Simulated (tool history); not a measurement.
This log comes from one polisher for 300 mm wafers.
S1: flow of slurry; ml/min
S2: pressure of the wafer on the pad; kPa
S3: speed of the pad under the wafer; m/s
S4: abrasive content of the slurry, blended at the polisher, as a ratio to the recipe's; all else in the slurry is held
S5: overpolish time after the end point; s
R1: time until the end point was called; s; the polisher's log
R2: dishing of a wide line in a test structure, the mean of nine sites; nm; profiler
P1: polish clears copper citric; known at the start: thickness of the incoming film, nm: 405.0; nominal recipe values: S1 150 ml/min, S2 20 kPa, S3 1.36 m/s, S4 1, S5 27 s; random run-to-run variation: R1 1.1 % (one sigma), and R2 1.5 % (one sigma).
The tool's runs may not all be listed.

Run 1, hour 7.2: S1 150 ml/min, S2 20 kPa, S3 1.36 m/s, S4 1, S5 27 s. Result: R1 123.48 s, R2 50.283 nm.
Run 2, hour 10.9: S1 205 ml/min, S2 20 kPa, S3 1.36 m/s, S4 1, S5 27 s. Result: R1 115.23 s, R2 50.068 nm.
Run 3, hour 19: S1 95 ml/min, S2 20 kPa, S3 1.36 m/s, S4 1, S5 27 s. Result: R1 132.63 s, R2 45.963 nm.
Run 4, hour 27: S1 150 ml/min, S2 20 kPa, S3 1.36 m/s, S4 1, S5 27 s. Result: R1 119.23 s, R2 49.2 nm.
Run 5, hour 34.4: S1 150 ml/min, S2 20 kPa, S3 1.36 m/s, S4 1, S5 27 s. Result: R1 122.26 s, R2 49.319 nm.
Run 6, hour 38.5: S1 150 ml/min, S2 20 kPa, S3 1.36 m/s, S4 1, S5 54 s. Result: R1 121.76 s, R2 69.689 nm.
Run 7, hour 44.5: S1 150 ml/min, S2 20 kPa, S3 1.36 m/s, S4 1, S5 27 s. Result: R1 121.06 s, R2 49.948 nm.
Run 8, hour 48.1: S1 150 ml/min, S2 20 kPa, S3 0.82 m/s, S4 1, S5 27 s. Result: R1 198.51 s, R2 34.621 nm.
Run 9, hour 53.5: S1 150 ml/min, S2 13.1 kPa, S3 1.36 m/s, S4 1, S5 27 s. Result: R1 184.31 s, R2 36.844 nm.
Run 10, hour 57.3: S1 150 ml/min, S2 26.9 kPa, S3 1.36 m/s, S4 1, S5 27 s. Result: R1 88.812 s, R2 59.466 nm.
Run 11, hour 62.4: S1 150 ml/min, S2 20 kPa, S3 1.82 m/s, S4 1, S5 27 s. Result: R1 90.698 s, R2 59.37 nm.
Run 12, hour 69.9: S1 150 ml/min, S2 20 kPa, S3 1.36 m/s, S4 1, S5 9 s. Result: R1 122.18 s, R2 21.714 nm.
Run 13, hour 76.8: S1 150 ml/min, S2 20 kPa, S3 1.36 m/s, S4 1, S5 27 s. Result: R1 119.79 s, R2 49.93 nm.
Run 14, hour 82: S1 150 ml/min, S2 20 kPa, S3 1.36 m/s, S4 0.6, S5 27 s. Result: R1 131.16 s, R2 45.76 nm.
Run 15, hour 90.2: S1 150 ml/min, S2 20 kPa, S3 1.36 m/s, S4 1.35, S5 27 s. Result: R1 114.11 s, R2 51.204 nm.
Run 16, hour 98.3: S1 150 ml/min, S2 31 kPa, S3 1.36 m/s, S4 1, S5 11 s. Result: R1 77.779 s, R2 36.617 nm.
Run 17, hour 103.1: S1 150 ml/min, S2 20 kPa, S3 1.36 m/s, S4 1, S5 27 s. Result: R1 120.28 s, R2 49.613 nm.
Run 18, hour 108.5: S1 150 ml/min, S2 20 kPa, S3 1.36 m/s, S4 1, S5 27 s. Result: R1 123.27 s, R2 48.249 nm.
Run 19, hour 114.9: S1 150 ml/min, S2 20 kPa, S3 1.36 m/s, S4 1, S5 27 s. Result: R1 130.62 s, R2 47.191 nm.
Run 20, hour 121.4: S1 150 ml/min, S2 20 kPa, S3 1.36 m/s, S4 1, S5 27 s. Result: R1 126.3 s, R2 47.809 nm.
Run 21, hour 128.2: S1 150 ml/min, S2 20 kPa, S3 1.36 m/s, S4 1, S5 27 s. Result: R1 131.57 s, R2 47.206 nm.
At hour 130.2: head pressure recalibrated.
At hour 130.5: slurry blender recalibrated.
Run 22, hour 135.3: S1 150 ml/min, S2 20 kPa, S3 1.36 m/s, S4 1, S5 27 s. Result: R1 133.01 s, R2 46.153 nm.
Run 23, hour 143.2: S1 150 ml/min, S2 20 kPa, S3 1.36 m/s, S4 1, S5 27 s. Result: R1 133.59 s, R2 47.469 nm.
Run 24, hour 150.9: S1 150 ml/min, S2 20 kPa, S3 1.36 m/s, S4 1, S5 27 s. Result: R1 134.96 s, R2 46.849 nm.
Run 25, hour 156.3: S1 150 ml/min, S2 20 kPa, S3 1.36 m/s, S4 1, S5 27 s. Result: R1 135.41 s, R2 46.251 nm.
Run 26, hour 162.3: S1 150 ml/min, S2 20 kPa, S3 1.36 m/s, S4 1, S5 27 s. Result: R1 132.83 s, R2 45.56 nm.
Run 27, hour 168.8: S1 150 ml/min, S2 20 kPa, S3 1.36 m/s, S4 1, S5 27 s. Result: R1 134.41 s, R2 45.335 nm.

P1 no longer gives what it gave before; its output has crept away from where it was. The following 2 causes, each at its listed size, fit the log equally well:
A: removal rate lost through wear of the pad, % = 10.4
B: slurry flow missing at the pad, % = 39.6
At approximately hour 103.1, the process output began to creep.
All other causes, with the reason each is excluded:
head's pressure below its setpoint, %: work on it at hour 130.2, done after the drift set in, did not restore what the process gave before
abrasive missing from the slurry, %: work on it at hour 130.5, done after the drift set in, did not restore what the process gave before

Of the 4 check runs below, each run on 3 wafers with the results averaged and each result still a question mark, which one would tell the listed causes apart?
Run check 1, hour 175.3: S1 150 ml/min, S2 20 kPa, S3 1.08 m/s, S4 1, S5 27 s. Result: R1 ?, R2 ?.
Run check 2, hour 175.3: S1 150 ml/min, S2 20 kPa, S3 1.36 m/s, S4 0.65, S5 13 s. Result: R1 ?, R2 ?.
Run check 3, hour 175.3: S1 150 ml/min, S2 24.1 kPa, S3 1.36 m/s, S4 1, S5 40 s. Result: R1 ?, R2 ?.
Run check 4, hour 175.3: S1 95 ml/min, S2 20 kPa, S3 1.36 m/s, S4 1, S5 27 s. Result: R1 ?, R2 ?.

How each check would come out, cause by cause:
  check  result    if A    if B
check 1      R1  169.29  169.34
check 1      R2  39.103  39.093
check 2      R1  147.78  147.83
check 2      R2  24.466  24.459
check 3      R1  112.27  112.31
check 3      R2  64.852  64.842
check 4      R1  148.91  157.15
check 4      R2  42.768  41.192
Separation of the two closest causes in each check, using whichever result separates them best: check 1 0.03 %; check 2 0.03 %; check 3 0.03 %; check 4 5.38 %
Check 4 tells the causes apart: in the others they would give nearly the same result.

With check 4 done, the readings were: R1 157.19 s; R2 41.009 nm. Identify which of the listed causes applies.

The correct cause is B, namely: slurry flow missing at the pad, %.
